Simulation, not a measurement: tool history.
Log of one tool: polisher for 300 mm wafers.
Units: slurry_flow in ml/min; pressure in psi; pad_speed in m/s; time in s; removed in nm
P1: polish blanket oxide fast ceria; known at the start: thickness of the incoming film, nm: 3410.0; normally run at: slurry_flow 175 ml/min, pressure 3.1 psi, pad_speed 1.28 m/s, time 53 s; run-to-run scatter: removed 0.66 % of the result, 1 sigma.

| run | day | slurry_flow | pressure | pad_speed | time | wafers polished on this pad | hours since the slurry nozzle was cleaned | hours since the head pressure was calibrated | removed |
|---|---|---|---|---|---|---|---|---|---|
| 1 | 0.404 | 175 | 3.1 | 1.28 | 53 | 890 | 193.5 | 581.7 | 1045.90 |
| 2 | 0.696 | 230 | 3.1 | 1.28 | 53 | 958 | 200.5 | 588.7 | 1085.50 |
| 3 | 1.154 | 175 | 3.1 | 1.28 | 53 | 1064 | 211.5 | 599.7 | 1056.50 |
| 4 | 1.462 | 175 | 3.1 | 0.76 | 53 | 1136 | 218.9 | 607.1 | 620.33 |
| 5 | 1.833 | 175 | 4.4 | 1.00 | 53 | 1222 | 227.8 | 616.0 | 1157.70 |
| 6 | 2.246 | 175 | 3.1 | 1.28 | 53 | 1318 | 237.7 | 625.9 | 1052.30 |
| 7 | 2.696 | 175 | 4.0 | 1.28 | 53 | 1422 | 248.5 | 636.7 | 1366.20 |
| 8 | 2.917 | 175 | 3.1 | 1.28 | 84 | 1474 | 253.8 | 642.0 | 1673.20 |
| 9 | 3.358 | 105 | 3.1 | 1.28 | 53 | 1576 | 264.4 | 652.6 | 947.82 |
| 10 | 3.696 | 175 | 3.1 | 1.28 | 53 | 1655 | 272.5 | 660.7 | 1067.00 |
| 11 | 4.000 | 175 | 1.4 | 1.28 | 53 | 1725 | 279.8 | 668.0 | 477.59 |
| 12 | 4.388 | 175 | 3.1 | 1.28 | 53 | 1815 | 289.1 | 677.3 | 1051.80 |
| 13 | 4.633 | 175 | 3.1 | 1.28 | 53 | 1872 | 295.0 | 683.2 | 1053.10 |
| 14 | 4.892 | 175 | 3.1 | 1.84 | 53 | 1932 | 301.2 | 689.4 | 1535.60 |
| 15 | 5.312 | 175 | 1.4 | 1.28 | 81 | 2030 | 311.3 | 699.5 | 717.86 |
| 16 | 5.708 | 175 | 3.1 | 1.28 | 31 | 2122 | 320.8 | 709.0 | 610.47 |
| 17 | 6.162 | 175 | 3.1 | 1.28 | 53 | 2228 | 331.7 | 719.9 | 1051.90 |

Run 18 comes next. What will it give?
| 18 | 6.512 | 175 | 3.1 | 1.28 | 53 | 2309 | 340.1 | 728.3 | ? |

Run 18 gave removed 1022.60 nm.
